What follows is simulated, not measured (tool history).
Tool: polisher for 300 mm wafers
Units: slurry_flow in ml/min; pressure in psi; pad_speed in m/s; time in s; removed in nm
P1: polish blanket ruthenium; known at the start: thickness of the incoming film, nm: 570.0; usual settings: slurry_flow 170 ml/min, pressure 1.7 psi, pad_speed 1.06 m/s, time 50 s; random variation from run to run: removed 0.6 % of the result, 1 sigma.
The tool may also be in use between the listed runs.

run 1 hour=6.1 | slurry_flow=170 pressure=1.7 pad_speed=1.06 time=50 | removed=54.617
run 2 hour=12.8 | slurry_flow=265 pressure=1.7 pad_speed=1.06 time=50 | removed=58.375
run 3 hour=19.7 | slurry_flow=110 pressure=2.6 pad_speed=1.06 time=50 | removed=77.173
run 4 hour=26.1 | slurry_flow=170 pressure=1.7 pad_speed=0.48 time=50 | removed=24.789
run 5 hour=33.3 | slurry_flow=170 pressure=1.7 pad_speed=1.06 time=75 | removed=82.687
run 6 hour=40.4 | slurry_flow=170 pressure=1.7 pad_speed=1.06 time=34 | removed=37.216
run 7 hour=52.9 | slurry_flow=170 pressure=1.7 pad_speed=1.06 time=50 | removed=54.914
run 8 hour=59.1 | slurry_flow=170 pressure=0.8 pad_speed=1.06 time=50 | removed=25.605
run 9 hour=66.7 | slurry_flow=170 pressure=1.7 pad_speed=1.06 time=50 | removed=54.737
run 10 hour=73.9 | slurry_flow=170 pressure=1.7 pad_speed=1.06 time=50 | removed=54.512
run 11 hour=82.4 | slurry_flow=100 pressure=1.7 pad_speed=1.06 time=50 | removed=49.298
run 12 hour=90.8 | slurry_flow=170 pressure=2.6 pad_speed=1.06 time=50 | removed=83.458
run 13 hour=102.8 | slurry_flow=170 pressure=1.7 pad_speed=1.56 time=50 | removed=80.806
run 14 hour=111.8 | slurry_flow=170 pressure=1.7 pad_speed=1.06 time=50 | removed=55.089
run 15 hour=120.2 | slurry_flow=170 pressure=1.7 pad_speed=1.06 time=50 | removed=52.573
run 16 hour=127.3 | slurry_flow=170 pressure=1.7 pad_speed=1.06 time=50 | removed=51.588
-- hour=133.7 worn pad replaced by a new one
run 17 hour=135.5 | slurry_flow=170 pressure=1.7 pad_speed=1.06 time=50 | removed=50.911
run 18 hour=144.7 | slurry_flow=170 pressure=1.7 pad_speed=1.06 time=50 | removed=50.415
run 19 hour=153.0 | slurry_flow=170 pressure=1.7 pad_speed=1.06 time=50 | removed=50.392
run 20 hour=164.1 | slurry_flow=170 pressure=1.7 pad_speed=1.06 time=50 | removed=50.394
run 21 hour=173.8 | slurry_flow=170 pressure=1.7 pad_speed=1.06 time=50 | removed=50.489

What P1 gives has crept away from where it was. These 2 causes fit the log equally well, each at the size given:
A: head's pressure below its setpoint, % = 8.7
B: slurry flow missing at the pad, % = 37.5
The creep began at about hour 111.8.
Why every other cause is out:
removal rate lost through wear of the pad, %: serviced at hour 133.7, which brought nothing back

4 check runs are offered, each on 5 wafers whose results are averaged, their results left as question marks. Which one tells the causes apart?
run check 1 hour=183.5 | slurry_flow=170 pressure=1.0 pad_speed=0.52 time=50 | removed=?
run check 2 hour=183.5 | slurry_flow=230 pressure=1.7 pad_speed=1.06 time=69 | removed=?
run check 3 hour=183.5 | slurry_flow=170 pressure=2.6 pad_speed=1.06 time=50 | removed=?
run check 4 hour=183.5 | slurry_flow=170 pressure=2.5 pad_speed=1.46 time=50 | removed=?

What each check would give under each cause:
check=check_1 result=removed if_A=14.433 if_B=14.432
check=check_2 result=removed if_A=71.895 if_B=73.504
check=check_3 result=removed if_A=76.495 if_B=76.492
check=check_4 result=removed if_A=101.310 if_B=101.300
How far apart the two closest causes lie, in the result that separates them most: check 1 0 %; check 2 2.21 %; check 3 0 %; check 4 0 %
Only check 2 tells the causes apart: in the others they would give nearly the same result.

Check 2 was then run and gave: removed 72.061 nm. Which cause is it?

It is A: head's pressure below its setpoint, %.
